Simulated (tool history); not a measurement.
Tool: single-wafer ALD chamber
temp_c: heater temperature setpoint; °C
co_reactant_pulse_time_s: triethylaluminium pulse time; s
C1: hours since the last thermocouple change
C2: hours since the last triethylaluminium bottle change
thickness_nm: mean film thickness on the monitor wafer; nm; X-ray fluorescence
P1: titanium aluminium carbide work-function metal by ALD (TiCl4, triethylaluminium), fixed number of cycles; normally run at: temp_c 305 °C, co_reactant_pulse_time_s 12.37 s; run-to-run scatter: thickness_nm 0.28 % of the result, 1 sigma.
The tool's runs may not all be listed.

run 1 hour=15.7 | temp_c=305 co_reactant_pulse_time_s=12.37 | C1=371.6 C2=223.5 | thickness_nm=2.0974
run 2 hour=26.9 | temp_c=321 co_reactant_pulse_time_s=5.53 | C1=382.8 C2=234.7 | thickness_nm=1.9433
-- hour=35.5 triethylaluminium bottle replaced
run 3 hour=40.2 | temp_c=305 co_reactant_pulse_time_s=12.37 | C1=396.1 C2=4.8 | thickness_nm=2.0957
run 4 hour=52.0 | temp_c=305 co_reactant_pulse_time_s=7.22 | C1=407.9 C2=16.6 | thickness_nm=1.9523
-- hour=60.2 thermocouple changed; heater temperature recalibrated
run 5 hour=62.9 | temp_c=305 co_reactant_pulse_time_s=12.37 | C1=2.8 C2=27.5 | thickness_nm=2.0932
run 6 hour=78.3 | temp_c=305 co_reactant_pulse_time_s=12.37 | C1=18.2 C2=42.9 | thickness_nm=2.0997
run 7 hour=89.2 | temp_c=305 co_reactant_pulse_time_s=12.37 | C1=29.1 C2=53.8 | thickness_nm=2.0922
run 8 hour=98.4 | temp_c=284 co_reactant_pulse_time_s=12.37 | C1=38.3 C2=63.0 | thickness_nm=1.9180
run 9 hour=114.2 | temp_c=329 co_reactant_pulse_time_s=12.37 | C1=54.1 C2=78.8 | thickness_nm=2.2967
run 10 hour=123.3 | temp_c=321 co_reactant_pulse_time_s=20.01 | C1=63.2 C2=87.9 | thickness_nm=2.2727
run 11 hour=133.0 | temp_c=305 co_reactant_pulse_time_s=12.37 | C1=72.9 C2=97.6 | thickness_nm=2.1040
run 12 hour=147.7 | temp_c=305 co_reactant_pulse_time_s=12.37 | C1=87.6 C2=112.3 | thickness_nm=2.0974
run 13 hour=155.5 | temp_c=305 co_reactant_pulse_time_s=16.20 | C1=95.4 C2=120.1 | thickness_nm=2.1199
run 14 hour=166.9 | temp_c=305 co_reactant_pulse_time_s=12.37 | C1=106.8 C2=131.5 | thickness_nm=2.1025
run 15 hour=178.6 | temp_c=305 co_reactant_pulse_time_s=12.37 | C1=118.5 C2=143.2 | thickness_nm=2.0738
run 16 hour=193.3 | temp_c=305 co_reactant_pulse_time_s=12.37 | C1=133.2 C2=157.9 | thickness_nm=2.0642
run 17 hour=205.8 | temp_c=305 co_reactant_pulse_time_s=12.37 | C1=145.7 C2=170.4 | thickness_nm=2.0621
run 18 hour=218.3 | temp_c=305 co_reactant_pulse_time_s=12.37 | C1=158.2 C2=182.9 | thickness_nm=2.0657

Run 19 comes next. What will it give?
run 19 hour=230.5 | temp_c=305 co_reactant_pulse_time_s=12.37 | C1=170.4 C2=195.1 | thickness_nm=?

{"run 19": {"thickness_nm": 2.0528}}
